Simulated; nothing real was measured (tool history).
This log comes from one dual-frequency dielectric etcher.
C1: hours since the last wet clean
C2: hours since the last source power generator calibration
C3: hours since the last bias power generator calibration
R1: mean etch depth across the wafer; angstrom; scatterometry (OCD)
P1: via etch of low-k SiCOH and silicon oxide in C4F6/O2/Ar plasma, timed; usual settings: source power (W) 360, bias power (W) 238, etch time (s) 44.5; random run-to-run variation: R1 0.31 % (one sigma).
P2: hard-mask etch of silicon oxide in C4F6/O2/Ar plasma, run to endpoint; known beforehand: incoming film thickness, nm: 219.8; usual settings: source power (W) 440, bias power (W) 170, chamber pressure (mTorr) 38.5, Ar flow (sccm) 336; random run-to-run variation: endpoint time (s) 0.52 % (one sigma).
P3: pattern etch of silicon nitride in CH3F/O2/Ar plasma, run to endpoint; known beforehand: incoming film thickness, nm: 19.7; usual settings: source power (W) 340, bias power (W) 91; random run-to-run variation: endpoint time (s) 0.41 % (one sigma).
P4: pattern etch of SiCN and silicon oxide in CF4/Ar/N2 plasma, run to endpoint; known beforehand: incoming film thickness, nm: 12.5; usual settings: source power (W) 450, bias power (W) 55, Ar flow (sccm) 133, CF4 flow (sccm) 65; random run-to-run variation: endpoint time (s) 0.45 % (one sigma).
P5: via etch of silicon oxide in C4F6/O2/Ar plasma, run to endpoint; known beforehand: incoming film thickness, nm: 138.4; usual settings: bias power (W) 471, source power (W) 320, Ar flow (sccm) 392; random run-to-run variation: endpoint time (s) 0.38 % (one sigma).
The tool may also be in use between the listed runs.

run 1 day=0.717 | process_that_ran=P1 source_power_(W)=360 bias_power_(W)=238 etch_time_(s)=44.5 | C1=128.4 C2=2779.7 C3=1924.2 | R1=1124.8
run 2 day=1.033 | process_that_ran=P5 source_power_(W)=320 bias_power_(W)=471 Ar_flow_(sccm)=308 | C1=136 C2=2787.3 C3=1931.8 | endpoint_time_(s)=34.585
run 3 day=1.35 | process_that_ran=P1 source_power_(W)=470 bias_power_(W)=238 etch_time_(s)=44.5 | C1=143.6 C2=2794.9 C3=1939.4 | R1=1245.6
run 4 day=2.038 | process_that_ran=P1 source_power_(W)=360 bias_power_(W)=238 etch_time_(s)=44.5 | C1=160.1 C2=2811.4 C3=1955.9 | R1=1119.5
run 5 day=2.55 | process_that_ran=P3 source_power_(W)=340 bias_power_(W)=122 | C1=172.4 C2=2823.7 C3=1968.2 | endpoint_time_(s)=24.141
run 6 day=3.238 | process_that_ran=P1 source_power_(W)=360 bias_power_(W)=164 etch_time_(s)=44.5 | C1=188.9 C2=2840.2 C3=1984.7 | R1=998.39
run 7 day=3.921 | process_that_ran=P2 source_power_(W)=440 bias_power_(W)=170 Ar_flow_(sccm)=336 chamber_pressure_(mTorr)=51.5 | C1=205.3 C2=2856.6 C3=2001.1 | endpoint_time_(s)=74.814
run 8 day=4.433 | process_that_ran=P4 source_power_(W)=450 bias_power_(W)=55 Ar_flow_(sccm)=99 CF4_flow_(sccm)=65 | C1=217.6 C2=2868.9 C3=2013.4 | endpoint_time_(s)=15.807
run 9 day=4.767 | process_that_ran=P1 source_power_(W)=490 bias_power_(W)=238 etch_time_(s)=62.5 | C1=225.6 C2=2876.9 C3=2021.4 | R1=1779.4
run 10 day=5.217 | process_that_ran=P5 source_power_(W)=320 bias_power_(W)=383 Ar_flow_(sccm)=392 | C1=236.4 C2=2887.7 C3=2032.2 | endpoint_time_(s)=38.355
run 11 day=5.921 | process_that_ran=P3 source_power_(W)=240 bias_power_(W)=91 | C1=253.3 C2=2904.6 C3=2049.1 | endpoint_time_(s)=30.639
run 12 day=6.579 | process_that_ran=P2 source_power_(W)=440 bias_power_(W)=170 Ar_flow_(sccm)=466 chamber_pressure_(mTorr)=38.5 | C1=269.1 C2=2920.4 C3=2064.9 | endpoint_time_(s)=75.49
run 13 day=7.179 | process_that_ran=P1 source_power_(W)=290 bias_power_(W)=333 etch_time_(s)=44.5 | C1=283.5 C2=2934.8 C3=2079.3 | R1=1157.1
-- day=7.488 wet clean of the chamber
run 14 day=7.579 | process_that_ran=P4 source_power_(W)=450 bias_power_(W)=55 Ar_flow_(sccm)=133 CF4_flow_(sccm)=65 | C1=2.3 C2=2944.4 C3=2088.9 | endpoint_time_(s)=16.805
run 15 day=7.938 | process_that_ran=P1 source_power_(W)=270 bias_power_(W)=238 etch_time_(s)=44.5 | C1=10.9 C2=2953 C3=2097.5 | R1=1003.9
run 16 day=8.296 | process_that_ran=P2 source_power_(W)=440 bias_power_(W)=170 Ar_flow_(sccm)=336 chamber_pressure_(mTorr)=38.5 | C1=19.5 C2=2961.6 C3=2106.1 | endpoint_time_(s)=72.71
run 17 day=9.017 | process_that_ran=P1 source_power_(W)=360 bias_power_(W)=238 etch_time_(s)=44.5 | C1=36.8 C2=2978.9 C3=2123.4 | R1=1125.1
run 18 day=9.392 | process_that_ran=P5 source_power_(W)=320 bias_power_(W)=471 Ar_flow_(sccm)=392 | C1=45.8 C2=2987.9 C3=2132.4 | endpoint_time_(s)=35.913
run 19 day=9.975 | process_that_ran=P1 source_power_(W)=240 bias_power_(W)=188 etch_time_(s)=44.5 | C1=59.8 C2=3001.9 C3=2146.4 | R1=889.27
run 20 day=10.558 | process_that_ran=P2 source_power_(W)=260 bias_power_(W)=170 Ar_flow_(sccm)=336 chamber_pressure_(mTorr)=38.5 | C1=73.8 C2=3015.9 C3=2160.4 | endpoint_time_(s)=88.975
run 21 day=11.088 | process_that_ran=P4 source_power_(W)=320 bias_power_(W)=55 Ar_flow_(sccm)=133 CF4_flow_(sccm)=65 | C1=86.5 C2=3028.6 C3=2173.1 | endpoint_time_(s)=22.783
run 22 day=11.529 | process_that_ran=P5 source_power_(W)=420 bias_power_(W)=471 Ar_flow_(sccm)=392 | C1=97.1 C2=3039.2 C3=2183.7 | endpoint_time_(s)=32.219
run 23 day=12.017 | process_that_ran=P4 source_power_(W)=450 bias_power_(W)=55 Ar_flow_(sccm)=133 CF4_flow_(sccm)=65 | C1=108.8 C2=3050.9 C3=2195.4 | endpoint_time_(s)=16.827
run 24 day=12.638 | process_that_ran=P4 source_power_(W)=450 bias_power_(W)=55 Ar_flow_(sccm)=133 CF4_flow_(sccm)=92 | C1=123.7 C2=3065.8 C3=2210.3 | endpoint_time_(s)=15.742
run 25 day=13.15 | process_that_ran=P1 source_power_(W)=360 bias_power_(W)=238 etch_time_(s)=44.5 | C1=136 C2=3078.1 C3=2222.6 | R1=1128.4
run 26 day=13.462 | process_that_ran=P1 source_power_(W)=360 bias_power_(W)=238 etch_time_(s)=44.5 | C1=143.5 C2=3085.6 C3=2230.1 | R1=1124.6
run 27 day=13.779 | process_that_ran=P1 source_power_(W)=360 bias_power_(W)=238 etch_time_(s)=55 | C1=151.1 C2=3093.2 C3=2237.7 | R1=1393.3
run 28 day=14.188 | process_that_ran=P2 source_power_(W)=440 bias_power_(W)=206 Ar_flow_(sccm)=336 chamber_pressure_(mTorr)=38.5 | C1=160.9 C2=3103 C3=2247.5 | endpoint_time_(s)=68.605
run 29 day=14.842 | process_that_ran=P3 source_power_(W)=340 bias_power_(W)=91 | C1=176.6 C2=3118.7 C3=2263.2 | endpoint_time_(s)=26.884
run 30 day=15.475 | process_that_ran=P1 source_power_(W)=360 bias_power_(W)=238 etch_time_(s)=24.5 | C1=191.8 C2=3133.9 C3=2278.4 | R1=616.3
run 31 day=15.958 | process_that_ran=P1 source_power_(W)=360 bias_power_(W)=238 etch_time_(s)=44.5 | C1=203.4 C2=3145.5 C3=2290 | R1=1118.1
run 32 day=16.471 | process_that_ran=P1 source_power_(W)=360 bias_power_(W)=326 etch_time_(s)=44.5 | C1=215.7 C2=3157.8 C3=2302.3 | R1=1250
run 33 day=16.883 | process_that_ran=P4 source_power_(W)=450 bias_power_(W)=41 Ar_flow_(sccm)=133 CF4_flow_(sccm)=65 | C1=225.6 C2=3167.7 C3=2312.2 | endpoint_time_(s)=18.593
run 34 day=17.388 | process_that_ran=P1 source_power_(W)=360 bias_power_(W)=238 etch_time_(s)=44.5 | C1=237.7 C2=3179.8 C3=2324.3 | R1=1117
run 35 day=17.775 | process_that_ran=P1 source_power_(W)=360 bias_power_(W)=238 etch_time_(s)=44.5 | C1=247 C2=3189.1 C3=2333.6 | R1=1127.7
run 36 day=18.258 | process_that_ran=P1 source_power_(W)=360 bias_power_(W)=238 etch_time_(s)=44.5 | C1=258.6 C2=3200.7 C3=2345.2 | R1=1133.8
run 37 day=18.929 | process_that_ran=P1 source_power_(W)=360 bias_power_(W)=238 etch_time_(s)=44.5 | C1=274.7 C2=3216.8 C3=2361.3 | R1=1133
run 38 day=19.538 | process_that_ran=P1 source_power_(W)=360 bias_power_(W)=238 etch_time_(s)=44.5 | C1=289.3 C2=3231.4 C3=2375.9 | R1=1141.7
-- day=19.788 wet clean of the chamber
run 39 day=19.846 | process_that_ran=P1 source_power_(W)=360 bias_power_(W)=238 etch_time_(s)=44.5 | C1=1.5 C2=3238.8 C3=2383.3 | R1=1139.8
run 40 day=20.271 | process_that_ran=P1 source_power_(W)=360 bias_power_(W)=238 etch_time_(s)=44.5 | C1=11.7 C2=3249 C3=2393.5 | R1=1139.3
run 41 day=20.9 | process_that_ran=P1 source_power_(W)=360 bias_power_(W)=238 etch_time_(s)=44.5 | C1=26.8 C2=3264.1 C3=2408.6 | R1=1142.8
run 42 day=21.254 | process_that_ran=P1 source_power_(W)=360 bias_power_(W)=238 etch_time_(s)=44.5 | C1=35.3 C2=3272.6 C3=2417.1 | R1=1137.9
run 43 day=21.85 | process_that_ran=P1 source_power_(W)=360 bias_power_(W)=238 etch_time_(s)=44.5 | C1=49.6 C2=3286.9 C3=2431.4 | R1=1137.2

Something has made what P1 gives creep away from where it was; the 2 causes below, each at its own stated size, fit the log equally well:
A: bias power that arrives over what is set, % = 4.68
B: source power that arrives over what is set, % = 4.13
Onset of the creep was near day 17.388.
The rest of the possible causes, and what rules out each one:
chamber walls in a state that raises the etch rate, %: work on it at day 19.788, done after the drift set in, did not restore what the process gave before

The list below offers 4 check runs, each averaging the results of 3 wafers, and shows each result as a question mark. For which of them would the listed causes give clearly different results?
run check 1 day=22.446 | process_that_ran=P5 source_power_(W)=320 bias_power_(W)=471 Ar_flow_(sccm)=392 | endpoint_time_(s)=?
run check 2 day=22.446 | process_that_ran=P3 source_power_(W)=340 bias_power_(W)=91 | endpoint_time_(s)=?
run check 3 day=22.446 | process_that_ran=P2 source_power_(W)=440 bias_power_(W)=170 Ar_flow_(sccm)=336 chamber_pressure_(mTorr)=38.5 | endpoint_time_(s)=?
run check 4 day=22.446 | process_that_ran=P4 source_power_(W)=450 bias_power_(W)=55 Ar_flow_(sccm)=133 CF4_flow_(sccm)=65 | endpoint_time_(s)=?

What every check run would give for each of its results, assuming each possible cause in turn:
check=check_1 result=endpoint_time_(s) if_A=35.042 if_B=35.122
check=check_2 result=endpoint_time_(s) if_A=26.363 if_B=26.406
check=check_3 result=endpoint_time_(s) if_A=71.592 if_B=71.476
check=check_4 result=endpoint_time_(s) if_A=16.561 if_B=16.23
How far apart the two closest causes lie, in the result that separates them most: check 1 0.23 %; check 2 0.16 %; check 3 0.16 %; check 4 2.02 %
Only check 4 tells the causes apart: in the others they would give nearly the same result.

Check 4 has now been run. It gave: endpoint time (s) 16.59. Which of the candidate causes is it?

Of the candidate causes, it is A: bias power that arrives over what is set, %.
